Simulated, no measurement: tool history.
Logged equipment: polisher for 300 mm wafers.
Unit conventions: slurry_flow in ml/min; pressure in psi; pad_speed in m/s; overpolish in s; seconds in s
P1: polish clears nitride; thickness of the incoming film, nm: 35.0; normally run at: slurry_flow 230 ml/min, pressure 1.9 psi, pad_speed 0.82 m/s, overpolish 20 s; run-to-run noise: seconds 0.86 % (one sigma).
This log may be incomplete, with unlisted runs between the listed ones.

run     day  slurry_flow  pressure  pad_speed  overpolish  wafers polished on this pad  hours since the slurry nozzle was cleaned  hours since the head pressure was calibrated  seconds
  1   0.317          230       1.9       0.82          20                          364                                      212.4                                         489.3    58.03
  2     0.8          355       1.9       0.82          20                          508                                        224                                         500.9   55.643
  3   1.321          230       1.9       0.82          40                          664                                      236.5                                         513.4   58.244
  4   1.629          230       1.9       0.82          20                          756                                      243.9                                         520.8   57.057
  5   1.979          140       1.9       0.82          20                          861                                      252.3                                         529.2   62.066
  6   2.517          230       1.9       0.82          20                         1021                                      265.2                                         542.1   57.588
  7   3.075          230       1.9       0.44          20                         1188                                      278.6                                         555.5   106.58
  8   3.671          230       1.9       0.82          20                         1367                                      292.9                                         569.8   58.181
  9   4.133          230       1.9       0.82          20                         1505                                        304                                         580.9   57.777
 10   4.525          230       0.9       0.82          20                         1622                                      313.4                                         590.3   122.01
 11   4.904          230       1.9       0.82          20                         1735                                      322.5                                         599.4   56.687
 12   5.304          145       1.9        0.4          20                         1855                                      332.1                                           609    126.1
 13   5.708          230       1.9       0.82           8                         1976                                      341.8                                         618.7   57.585
 14   6.383          230       2.9       0.82          20                         2178                                        358                                         634.9   37.649
      6.583  -- slurry nozzle cleaned
 15   6.892          230       1.9       0.82          20                         2329                                        7.5                                         647.1   57.879
      6.992  -- head pressure recalibrated
 16   7.583          230       1.9       0.44           6                         2536                                       24.1                                          14.3   107.52
 17   8.288          230       1.9        1.1          20                         2747                                         41                                          31.2   43.017
 18   8.667          230       1.9       0.82          20                         2860                                       50.1                                          40.3   57.853
 19   9.038          230       1.9       0.82          20                         2971                                         59                                          49.2    58.15
 20   9.433          230       1.9       0.82          20                         3089                                       68.5                                          58.7   59.341
 21  10.021          230       1.9       0.82          20                         3265                                       82.6                                          72.8   60.953

What will run 22 give?
 22  10.525          230       1.9       0.82          20                         3416                                       94.7                                          84.9        ?

For run 22 the tool returned seconds 60.84 s.
